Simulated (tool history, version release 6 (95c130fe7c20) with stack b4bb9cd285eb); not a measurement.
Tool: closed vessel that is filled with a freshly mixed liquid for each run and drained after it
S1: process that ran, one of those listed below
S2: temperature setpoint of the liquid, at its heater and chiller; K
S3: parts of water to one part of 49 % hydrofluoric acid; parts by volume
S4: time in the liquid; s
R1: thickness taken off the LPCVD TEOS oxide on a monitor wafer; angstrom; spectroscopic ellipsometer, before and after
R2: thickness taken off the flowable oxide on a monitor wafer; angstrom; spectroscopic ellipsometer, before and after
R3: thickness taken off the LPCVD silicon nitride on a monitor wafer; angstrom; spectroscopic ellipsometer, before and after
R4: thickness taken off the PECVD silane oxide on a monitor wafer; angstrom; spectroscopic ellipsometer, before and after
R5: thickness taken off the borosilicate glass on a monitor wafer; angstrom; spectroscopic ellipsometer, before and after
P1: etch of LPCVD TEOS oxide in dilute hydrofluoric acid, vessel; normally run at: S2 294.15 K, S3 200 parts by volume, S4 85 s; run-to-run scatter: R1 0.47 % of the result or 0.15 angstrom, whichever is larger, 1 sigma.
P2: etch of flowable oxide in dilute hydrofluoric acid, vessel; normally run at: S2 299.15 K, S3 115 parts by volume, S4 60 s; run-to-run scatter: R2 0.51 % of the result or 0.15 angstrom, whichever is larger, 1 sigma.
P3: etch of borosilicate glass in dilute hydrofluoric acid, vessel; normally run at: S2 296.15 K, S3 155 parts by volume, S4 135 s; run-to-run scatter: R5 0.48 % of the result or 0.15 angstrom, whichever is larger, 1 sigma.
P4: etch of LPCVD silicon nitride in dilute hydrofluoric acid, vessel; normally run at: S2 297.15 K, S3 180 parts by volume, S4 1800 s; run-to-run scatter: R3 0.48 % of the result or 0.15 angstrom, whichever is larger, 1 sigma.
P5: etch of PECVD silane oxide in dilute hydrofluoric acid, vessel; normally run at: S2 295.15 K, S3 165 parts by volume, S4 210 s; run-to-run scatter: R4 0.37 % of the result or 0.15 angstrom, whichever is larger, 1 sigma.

{"run": 1, "hour": 9.0, "S1": "P1", "S2": 294.15, "S3": 200, "S4": 85, "R1": 190.49}
{"run": 2, "hour": 15.0, "S1": "P1", "S2": 294.15, "S3": 200, "S4": 125, "R1": 278.21}
{"run": 3, "hour": 21.7, "S1": "P1", "S2": 294.15, "S3": 65, "S4": 85, "R1": 674.45}
{"run": 4, "hour": 32.8, "S1": "P1", "S2": 299.15, "S3": 85, "S4": 85, "R1": 614.2}
{"run": 5, "hour": 41.2, "S1": "P2", "S2": 299.15, "S3": 50, "S4": 60, "R2": 686.13}
{"run": 6, "hour": 46.3, "S1": "P4", "S2": 290.15, "S3": 180, "S4": 1800, "R3": 37.096}
{"run": 7, "hour": 56.0, "S1": "P1", "S2": 294.15, "S3": 200, "S4": 85, "R1": 188.06}
{"run": 8, "hour": 64.9, "S1": "P5", "S2": 295.15, "S3": 235, "S4": 210, "R4": 222.1}
{"run": 9, "hour": 75.6, "S1": "P1", "S2": 294.15, "S3": 200, "S4": 30, "R1": 66.71}
{"run": 10, "hour": 86.2, "S1": "P3", "S2": 296.15, "S3": 240, "S4": 135, "R5": 126.49}
{"run": 11, "hour": 97.5, "S1": "P3", "S2": 296.15, "S3": 155, "S4": 45, "R5": 71.79}
{"run": 12, "hour": 106.3, "S1": "P1", "S2": 290.15, "S3": 200, "S4": 85, "R1": 162.45}
{"run": 13, "hour": 115.7, "S1": "P4", "S2": 297.15, "S3": 285, "S4": 1800, "R3": 37.231}
{"run": 14, "hour": 125.3, "S1": "P1", "S2": 301.65, "S3": 200, "S4": 85, "R1": 248.01}
{"hour": 134.6, "done": "thermometer replaced"}
{"run": 15, "hour": 136.6, "S1": "P2", "S2": 299.15, "S3": 115, "S4": 60, "R2": 272.79}
{"run": 16, "hour": 144.8, "S1": "P3", "S2": 296.15, "S3": 155, "S4": 135, "R5": 213.13}
{"run": 17, "hour": 151.5, "S1": "P1", "S2": 294.15, "S3": 335, "S4": 85, "R1": 100.24}
{"run": 18, "hour": 158.7, "S1": "P4", "S2": 297.15, "S3": 180, "S4": 310, "R3": 9.7775}
{"run": 19, "hour": 167.6, "S1": "P5", "S2": 295.15, "S3": 165, "S4": 340, "R4": 547.95}
{"run": 20, "hour": 175.2, "S1": "P1", "S2": 294.15, "S3": 200, "S4": 85, "R1": 189.08}
{"run": 21, "hour": 180.8, "S1": "P2", "S2": 299.15, "S3": 115, "S4": 60, "R2": 272.86}
{"run": 22, "hour": 191.0, "S1": "P5", "S2": 295.15, "S3": 165, "S4": 210, "R4": 337.23}
{"run": 23, "hour": 197.3, "S1": "P3", "S2": 290.15, "S3": 155, "S4": 135, "R5": 166.94}
{"run": 24, "hour": 206.3, "S1": "P2", "S2": 299.15, "S3": 115, "S4": 35, "R2": 159.3}
{"run": 25, "hour": 213.0, "S1": "P2", "S2": 291.65, "S3": 115, "S4": 60, "R2": 201.75}
{"run": 26, "hour": 222.2, "S1": "P5", "S2": 290.15, "S3": 165, "S4": 210, "R4": 278.54}
{"run": 27, "hour": 227.3, "S1": "P4", "S2": 297.15, "S3": 180, "S4": 1800, "R3": 58.849}
{"run": 28, "hour": 236.3, "S1": "P1", "S2": 294.15, "S3": 200, "S4": 85, "R1": 187.09}
{"run": 29, "hour": 241.9, "S1": "P1", "S2": 294.15, "S3": 200, "S4": 85, "R1": 190.18}
{"run": 30, "hour": 250.4, "S1": "P1", "S2": 294.15, "S3": 200, "S4": 85, "R1": 185.99}
{"run": 31, "hour": 256.4, "S1": "P1", "S2": 294.15, "S3": 200, "S4": 85, "R1": 182.88}
{"run": 32, "hour": 261.5, "S1": "P1", "S2": 294.15, "S3": 200, "S4": 85, "R1": 180.47}
{"run": 33, "hour": 271.5, "S1": "P1", "S2": 294.15, "S3": 200, "S4": 85, "R1": 180.83}
{"run": 34, "hour": 282.3, "S1": "P1", "S2": 294.15, "S3": 200, "S4": 85, "R1": 177.18}
{"run": 35, "hour": 290.3, "S1": "P1", "S2": 294.15, "S3": 200, "S4": 85, "R1": 179.29}
{"run": 36, "hour": 296.6, "S1": "P1", "S2": 294.15, "S3": 200, "S4": 85, "R1": 176.66}
{"run": 37, "hour": 306.8, "S1": "P1", "S2": 294.15, "S3": 200, "S4": 85, "R1": 178.29}
{"run": 38, "hour": 317.0, "S1": "P1", "S2": 294.15, "S3": 200, "S4": 85, "R1": 177.13}
{"run": 39, "hour": 327.2, "S1": "P1", "S2": 294.15, "S3": 200, "S4": 85, "R1": 177.38}
{"run": 40, "hour": 336.1, "S1": "P1", "S2": 294.15, "S3": 200, "S4": 85, "R1": 178.03}

What P1 gives has crept away from where it was. These 2 causes fit the log equally well, each at the size given:
A: liquid colder than its thermometer reads (K) = 1.62
B: hydrofluoric acid flow below the setpoint (%) = 5.03
The creep began at about hour 241.9.

4 check runs are offered, one wafer each, their results left as question marks. Which one tells the causes apart?
{"run": "check 1", "hour": 345.0, "S1": "P3", "S2": 296.15, "S3": 155, "S4": 135, "R5": "?"}
{"run": "check 2", "hour": 345.0, "S1": "P4", "S2": 297.15, "S3": 180, "S4": 1800, "R3": "?"}
{"run": "check 3", "hour": 345.0, "S1": "P2", "S2": 299.15, "S3": 115, "S4": 60, "R2": "?"}
{"run": "check 4", "hour": 345.0, "S1": "P5", "S2": 295.15, "S3": 165, "S4": 210, "R4": "?"}

What each check would give under each cause:
check=check_1 result=R5 if_A=201.26 if_B=201.70
check=check_2 result=R3 if_A=52.7370 if_B=55.6040
check=check_3 result=R2 if_A=255.77 if_B=256.68
check=check_4 result=R4 if_A=317.34 if_B=318.03
How far apart the two closest causes lie, in the result that separates them most: check 1 0.22 %; check 2 5.29 %; check 3 0.35 %; check 4 0.22 %
Check 2 tells the causes apart: in the others they would give nearly the same result.

Check 2 was then run and gave: R3 55.4950 angstrom. Which cause is it?

It is B: hydrofluoric acid flow below the setpoint (%).
